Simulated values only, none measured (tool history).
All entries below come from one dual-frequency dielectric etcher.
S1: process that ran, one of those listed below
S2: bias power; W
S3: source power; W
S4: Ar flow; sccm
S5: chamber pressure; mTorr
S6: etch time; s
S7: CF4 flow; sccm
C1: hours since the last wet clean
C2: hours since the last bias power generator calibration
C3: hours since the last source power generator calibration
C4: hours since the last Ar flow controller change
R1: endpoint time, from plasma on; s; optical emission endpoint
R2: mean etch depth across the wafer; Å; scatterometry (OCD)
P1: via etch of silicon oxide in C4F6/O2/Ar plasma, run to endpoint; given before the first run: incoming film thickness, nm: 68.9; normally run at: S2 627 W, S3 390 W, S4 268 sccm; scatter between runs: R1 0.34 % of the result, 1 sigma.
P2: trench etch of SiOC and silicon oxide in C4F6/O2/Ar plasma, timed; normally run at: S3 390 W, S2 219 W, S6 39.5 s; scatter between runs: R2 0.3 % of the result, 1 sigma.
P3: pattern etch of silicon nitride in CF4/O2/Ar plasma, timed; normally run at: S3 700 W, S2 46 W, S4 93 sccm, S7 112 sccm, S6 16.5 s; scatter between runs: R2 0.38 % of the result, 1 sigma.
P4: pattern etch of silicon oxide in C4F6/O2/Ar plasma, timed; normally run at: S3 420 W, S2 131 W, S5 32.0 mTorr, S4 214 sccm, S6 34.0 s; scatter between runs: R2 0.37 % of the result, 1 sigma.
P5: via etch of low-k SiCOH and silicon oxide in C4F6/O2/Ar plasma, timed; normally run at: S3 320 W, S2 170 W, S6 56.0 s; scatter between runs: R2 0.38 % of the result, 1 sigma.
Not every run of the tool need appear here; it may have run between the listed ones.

run   hour  S1   S2   S3   S4    S5    S6   S7     C1      C2      C3      C4      R1       R2
  1    5.6  P1  627  390  268                   229.6  1197.1  1505.9   840.2  14.072
  2   11.3  P4  131  420  214  32.0  34.0       235.3  1202.8  1511.6   845.9          1038.90
  3   17.4  P2  219  390             23.5       241.4  1208.9  1517.7   852.0           481.02
  4   25.2  P5  170  320             56.0       249.2  1216.7  1525.5   859.8          1320.70
  5   34.5  P3   46  700   93        16.5  112  258.5  1226.0  1534.8   869.1           411.21
  6   42.2  P1  833  390  341                   266.2  1233.7  1542.5   876.8  12.951
  7   46.9  P5  170  320             78.5       270.9  1238.4  1547.2   881.5          1850.30
  8   51.7  P1  495  390  268                   275.7  1243.2  1552.0   886.3  15.426
  9   59.3  P3   32  700   93        16.5  112  283.3  1250.8  1559.6   893.9           364.88
 10   67.5  P2  219  550             39.5       291.5  1259.0  1567.8   902.1           927.67
 11   73.0  P1  627  390  218                   297.0  1264.5  1573.3   907.6  13.775
 12   81.4  P3   46  700  126        16.5  112  305.4  1272.9  1581.7   916.0           395.88
 13   85.9  P4  131  420  214  32.0  22.5       309.9  1277.4  1586.2   920.5           687.23
 14   94.0  P1  627  390  268                   318.0  1285.5  1594.3   928.6  14.118
 15  103.5  P3   46  700   93        16.5  144  327.5  1295.0  1603.8   938.1           422.94
 16  109.9  P4  131  420  214  39.5  34.0       333.9  1301.4  1610.2   944.5          1008.40
 17  114.5  P3   46  870   93        16.5  112  338.5  1306.0  1614.8   949.1           491.68
 18  123.8  P1  864  390  268                   347.8  1315.3  1624.1   958.4  12.430
 19  129.9  P5  233  320             56.0       353.9  1321.4  1630.2   964.5          1455.80
 20  135.7  P4  131  420  214  32.0  34.0       359.7  1327.2  1636.0   970.3          1037.80
 21  142.5  P4  131  260  214  32.0  34.0       366.5  1334.0  1642.8   977.1           853.59
 22  148.1  P1  785  390  342                   372.1  1339.6  1648.4   982.7  13.288
 23  157.8  P4  131  420  271  32.0  34.0       381.8  1349.3  1658.1   992.4          1007.90
 24  167.0  P1  627  390  268                   391.0  1358.5  1667.3  1001.6  14.110
 25  174.9  P3   46  700   93        16.5  112  398.9  1366.4  1675.2  1009.5           411.20
 26  182.2  P3   46  700   93        21.5  112  406.2  1373.7  1682.5  1016.8           536.41
 27  187.6  P4  161  420  214  32.0  34.0       411.6  1379.1  1687.9  1022.2          1103.10
 28  195.1  P1  627  390  268                   419.1  1386.6  1695.4  1029.7  14.095
 29  202.5  P2  131  390             39.5       426.5  1394.0  1702.8  1037.1           689.43
 30  208.0  P5  170  450             56.0       432.0  1399.5  1708.3  1042.6          1512.70
 31  215.7  P1  627  320  268                   439.7  1407.2  1716.0  1050.3  15.127
 32  223.9  P1  627  510  268                   447.9  1415.4  1724.2  1058.5  12.784
 33  231.2  P2  219  390             39.5       455.2  1422.7  1731.5  1065.8           811.34
 34  238.8  P1  448  390  170                   462.8  1430.3  1739.1  1073.4  15.269
 35  245.7  P1  627  390  268                   469.7  1437.2  1746.0  1080.3  14.106
 36  254.0  P1  627  390  337                   478.0  1445.5  1754.3  1088.6  14.421
 37  258.6  P1  627  390  268                   482.6  1450.1  1758.9  1093.2  14.118
 38  264.4  P1  627  390  268                   488.4  1455.9  1764.7  1099.0  14.181
 39  269.6  P1  627  390  268                   493.6  1461.1  1769.9  1104.2  14.219
 40  276.6  P1  627  390  268                   500.6  1468.1  1776.9  1111.2  14.349
 41  286.0  P1  627  390  268                   510.0  1477.5  1786.3  1120.6  14.296
 42  291.2  P1  627  390  268                   515.2  1482.7  1791.5  1125.8  14.307
     299.5  -- Ar flow controller replaced
 43  300.1  P1  627  390  268                   524.1  1491.6  1800.4     0.6  14.387
 44  309.3  P1  627  390  268                   533.3  1500.8  1809.6     9.8  14.299
     309.8  -- wet clean of the chamber
 45  314.1  P1  627  390  268                     4.4  1505.6  1814.4    14.6  14.359
 46  318.8  P1  627  390  268                     9.1  1510.3  1819.1    19.3  14.337
 47  327.0  P1  627  390  268                    17.3  1518.5  1827.3    27.5  14.376
 48  336.8  P1  627  390  268                    27.1  1528.3  1837.1    37.3  14.359

P1 no longer gives what it gave before; its output has crept away from where it was. The following 2 causes, each at its listed size, fit the log equally well:
A: bias power that arrives under what is set, % = 4.27
B: source power that arrives under what is set, % = 4.5
Onset of the creep was near hour 258.6.
Each remaining cause and why it is not a fit:
chamber walls in a state that lowers the etch rate, %: serviced at hour 309.8, which brought nothing back
Ar flow that arrives over what is set, %: serviced at hour 299.5, which brought nothing back

Each of the check runs listed below is run on 2 wafers and reports their average, with the results left as question marks. Pick the one under which the possible causes would lead to clearly different results.
check 1  346.6  P4  131  310  214  32.0  34.0                            ?
check 2  346.6  P2  219  470             30.5                            ?
check 3  346.6  P5  228  320             56.0                            ?
check 4  346.6  P3   46  700  125        16.5  112                       ?

If the cause were each of the candidates in turn, the checks would give the following:
  check  result     if A     if B
check 1      R2   906.16   901.49
check 2      R2   662.93   660.54
check 3      R2  1428.30  1424.10
check 4      R2   388.98   379.57
Per check, the gap between the least separated pair of causes, taken in the result that splits them most: check 1 0.52 %; check 2 0.36 %; check 3 0.3 %; check 4 2.45 %
Check 4 distinguishes between the causes, while the remaining checks would return nearly the same result for all of them.

Here is what check 4 returned: R2 379.63 Å. Which cause is it?

The correct cause is B, namely: source power that arrives under what is set, %.
